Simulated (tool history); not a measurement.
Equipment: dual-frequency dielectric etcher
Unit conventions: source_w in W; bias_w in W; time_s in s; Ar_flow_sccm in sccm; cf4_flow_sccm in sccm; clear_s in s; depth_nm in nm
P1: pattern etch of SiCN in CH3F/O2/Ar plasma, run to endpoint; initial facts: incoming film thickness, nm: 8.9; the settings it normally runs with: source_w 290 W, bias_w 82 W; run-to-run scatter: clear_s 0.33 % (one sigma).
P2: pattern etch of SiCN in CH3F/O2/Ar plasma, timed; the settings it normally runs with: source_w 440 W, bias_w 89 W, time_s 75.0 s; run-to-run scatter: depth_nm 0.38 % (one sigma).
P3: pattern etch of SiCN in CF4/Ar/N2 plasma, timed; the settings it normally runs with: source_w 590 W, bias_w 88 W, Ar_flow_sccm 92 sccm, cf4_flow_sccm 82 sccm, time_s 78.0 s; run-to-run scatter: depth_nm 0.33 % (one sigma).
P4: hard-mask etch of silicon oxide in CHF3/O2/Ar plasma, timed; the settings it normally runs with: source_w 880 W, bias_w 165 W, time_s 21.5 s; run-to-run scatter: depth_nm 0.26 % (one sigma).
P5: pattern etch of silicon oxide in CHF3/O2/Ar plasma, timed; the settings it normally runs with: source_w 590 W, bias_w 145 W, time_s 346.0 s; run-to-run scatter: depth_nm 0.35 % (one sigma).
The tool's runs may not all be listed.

run     day  process  source_w  bias_w  time_s  Ar_flow_sccm  cf4_flow_sccm  hours since the last wet clean  hours since the last source power generator calibration  hours since the last bias power generator calibration  clear_s  depth_nm
  1   0.642       P1       290      82                                                                 64.0                                                    793.7                                                 2224.7   24.808
  2   1.158       P2       440      89    75.0                                                         76.4                                                    806.1                                                 2237.1             31.132
  3   1.808       P1       360     101                                                                 92.0                                                    821.7                                                 2252.7   21.122
  4   2.446       P3       590      88    58.5            92             82                           107.3                                                    837.0                                                 2268.0             68.826
      2.608  -- source power generator calibrated
  5   3.004       P1       360      63                                                                120.7                                                      9.6                                                 2281.4   25.003
  6   3.362       P5       590     109   346.0                                                        129.3                                                     18.2                                                 2290.0            596.400
  7   4.000       P1       290      82                                                                144.6                                                     33.5                                                 2305.3   24.904
  8   4.617       P1       290      82                                                                159.4                                                     48.3                                                 2320.1   24.763
  9   5.142       P1       290      82                                                                172.0                                                     60.9                                                 2332.7   24.876
 10   5.650       P1       290      82                                                                184.2                                                     73.1                                                 2344.9   24.707
 11   6.150       P5       590     145   346.0                                                        196.2                                                     85.1                                                 2356.9            649.430
 12   6.775       P2       440      70    75.0                                                        211.2                                                    100.1                                                 2371.9             28.445
 13   7.158       P4       880     120    21.5                                                        220.4                                                    109.3                                                 2381.1             41.828
 14   7.779       P1       290      82                                                                235.3                                                    124.2                                                 2396.0   24.749
 15   8.179       P4      1070     165    21.5                                                        244.9                                                    133.8                                                 2405.6             49.872
 16   8.692       P1       290     104                                                                257.2                                                    146.1                                                 2417.9   22.541
 17   8.983       P4       880     165    29.0                                                        264.2                                                    153.1                                                 2424.9             62.107
 18   9.338       P3       410      88    78.0            92             82                           272.7                                                    161.6                                                 2433.4             66.938
 19   9.925       P1       290      58                                                                286.8                                                    175.7                                                 2447.5   27.875
 20  10.538       P5       780     145   346.0                                                        301.5                                                    190.4                                                 2462.2            726.530
 21  10.867       P1       210      56                                                                309.4                                                    198.3                                                 2470.1   32.073
 22  11.425       P2       340      89    75.0                                                        322.8                                                    211.7                                                 2483.5             28.446
 23  11.850       P3       590      88    78.0            92            114                           333.0                                                    221.9                                                 2493.7             95.236
 24  12.346       P2       440      89    41.0                                                        344.9                                                    233.8                                                 2505.6             17.054
 25  12.733       P3       590      88    78.0            92             82                           354.2                                                    243.1                                                 2514.9             91.480
 26  13.312       P4       880     165    21.5                                                        368.1                                                    257.0                                                 2528.8             46.461

Estimate the outcome of run 27 from the log above:
 27  13.758       P5       590     145   261.5                                                        378.8                                                    267.7                                                 2539.5                  ?

{"run 27": {"depth_nm": 496.49}}
